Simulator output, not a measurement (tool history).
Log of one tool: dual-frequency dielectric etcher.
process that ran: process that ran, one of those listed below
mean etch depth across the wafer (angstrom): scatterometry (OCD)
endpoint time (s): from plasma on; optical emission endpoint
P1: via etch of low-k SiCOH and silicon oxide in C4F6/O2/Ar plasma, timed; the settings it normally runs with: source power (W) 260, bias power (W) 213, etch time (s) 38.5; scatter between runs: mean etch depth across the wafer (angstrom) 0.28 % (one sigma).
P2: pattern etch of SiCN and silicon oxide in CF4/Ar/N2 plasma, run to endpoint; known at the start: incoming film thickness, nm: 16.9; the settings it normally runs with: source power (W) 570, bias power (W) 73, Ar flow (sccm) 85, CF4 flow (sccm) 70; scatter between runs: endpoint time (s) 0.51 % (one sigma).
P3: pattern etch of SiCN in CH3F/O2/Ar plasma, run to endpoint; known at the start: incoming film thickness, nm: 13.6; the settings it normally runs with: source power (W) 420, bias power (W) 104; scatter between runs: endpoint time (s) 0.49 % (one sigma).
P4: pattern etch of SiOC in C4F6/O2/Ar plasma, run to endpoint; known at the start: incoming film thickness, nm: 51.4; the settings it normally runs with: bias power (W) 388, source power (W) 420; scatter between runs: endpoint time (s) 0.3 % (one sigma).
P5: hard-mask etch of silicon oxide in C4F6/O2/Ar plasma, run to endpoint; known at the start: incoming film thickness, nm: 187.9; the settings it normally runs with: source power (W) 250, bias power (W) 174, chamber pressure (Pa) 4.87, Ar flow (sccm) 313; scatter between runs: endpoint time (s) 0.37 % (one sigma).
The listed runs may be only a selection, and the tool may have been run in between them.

run,hour,process that ran,source power (W),bias power (W),etch time (s),Ar flow (sccm),CF4 flow (sccm),chamber pressure (Pa),hours since the last wet clean,hours since the last source power generator calibration,hours since the last bias power generator calibration,mean etch depth across the wafer (angstrom),endpoint time (s)
1,4.9,P1,260,213,38.5,,,,68.0,885.9,1218.4,910.33,
2,10.9,P1,260,213,24.5,,,,74.0,891.9,1224.4,576.16,
3,13.5,P2,570,73,,52,70,,76.6,894.5,1227.0,,14.904
4,18.1,P1,260,213,38.5,,,,81.2,899.1,1231.6,907.62,
5,22.4,P1,190,213,38.5,,,,85.5,903.4,1235.9,807.72,
# hour 25.5: wet clean of the chamber
6,26.3,P1,260,213,38.5,,,,0.8,907.3,1239.8,910.32,
7,31.6,P1,260,213,38.5,,,,6.1,912.6,1245.1,910.32,
8,34.5,P1,260,213,51.5,,,,9.0,915.5,1248.0,1208.60,
9,39.6,P2,570,73,,85,70,,14.1,920.6,1253.1,,15.828
10,43.4,P4,420,472,,,,,17.9,924.4,1256.9,,18.137
11,47.4,P4,420,388,,,,,21.9,928.4,1260.9,,19.425
12,52.5,P1,260,213,38.5,,,,27.0,933.5,1266.0,914.08,
13,56.0,P5,350,174,,313,,4.87,30.5,937.0,1269.5,,66.004
14,58.7,P4,420,388,,,,,33.2,939.7,1272.2,,19.331
15,61.7,P2,570,73,,85,70,,36.2,942.7,1275.2,,15.791
16,66.2,P5,250,174,,185,,4.87,40.7,947.2,1279.7,,71.108
17,69.6,P1,260,213,38.5,,,,44.1,950.6,1283.1,911.50,
18,75.1,P4,260,388,,,,,49.6,956.1,1288.6,,23.165
19,79.3,P2,570,92,,85,70,,53.8,960.3,1292.8,,14.737
20,84.0,P3,280,104,,,,,58.5,965.0,1297.5,,36.293
21,89.5,P3,420,104,,,,,64.0,970.5,1303.0,,31.397
22,94.3,P1,260,132,38.5,,,,68.8,975.3,1307.8,776.34,
23,99.6,P5,250,174,,313,,6.00,74.1,980.6,1313.1,,77.540
24,103.6,P1,320,213,38.5,,,,78.1,984.6,1317.1,984.79,

Predict the results of run 25:
25,107.6,P2,460,73,,85,70,,82.1,988.6,1321.1,,?

{"run 25": {"endpoint time (s)": 19.222}}
